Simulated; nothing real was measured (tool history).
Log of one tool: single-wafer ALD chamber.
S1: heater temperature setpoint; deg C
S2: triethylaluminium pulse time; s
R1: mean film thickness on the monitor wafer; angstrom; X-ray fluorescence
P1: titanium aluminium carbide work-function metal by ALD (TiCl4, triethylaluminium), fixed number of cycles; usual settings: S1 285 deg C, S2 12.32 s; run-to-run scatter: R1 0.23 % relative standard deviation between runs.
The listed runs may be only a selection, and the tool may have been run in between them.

run  hour   S1     S2      R1
  1   4.1  285  12.32  18.611
  2  11.6  285  12.32  18.609
  3    16  285  12.32  18.617
  4  23.8  297  15.71  19.943
  5  27.4  267  12.32  17.127
  6  31.2  285   5.87  16.447
  7  37.4  285  12.32  18.633
  8  42.6  285  18.33  18.888
  9  47.9  307  12.32  20.494
 10  54.2  285  12.32  18.624
 11  59.5  285  12.32  18.603
 12  63.3  285  12.32  18.571
 13  70.5  285  12.32  18.485
 14  78.1  285  12.32  18.384
 15  82.7  285  12.32  18.419
 16  87.5  285  12.32  18.371
 17  92.9  285  12.32  18.318

What P1 gives has crept off from where it sat before. The 2 causes that follow fit the log equally well, each at the size noted:
A: triethylaluminium dose below that of a fresh bottle (%) = 17.9
B: wafer temperature below the value expected at the setpoint (K) = 3.61
The gradual shift began around hour 59.5.

Each of the 4 check runs below uses one wafer; its results are left as question marks. Which run tells the causes apart?
check 1  98.3  285   5.93   ?
check 2  98.3  272  12.32   ?
check 3  98.3  294  12.32   ?
check 4  98.3  305  12.32   ?

What every check run would give for each of its results, assuming each possible cause in turn:
  check  result    if A    if B
check 1      R1  15.387  16.198
check 2      R1  17.254  17.241
check 3      R1  19.099  19.109
check 4      R1  20.035  20.058
Gap, in per cent, between the two causes that each check separates least, read from the result that separates them most: check 1 5.13 %; check 2 0.08 %; check 3 0.05 %; check 4 0.11 %
The causes can be told apart only by check 1. The other checks would give nearly the same results under each of them.

Then check 1 was run and gave: R1 16.228 angstrom. Which cause is it?

The correct cause is B, namely: wafer temperature below the value expected at the setpoint (K).
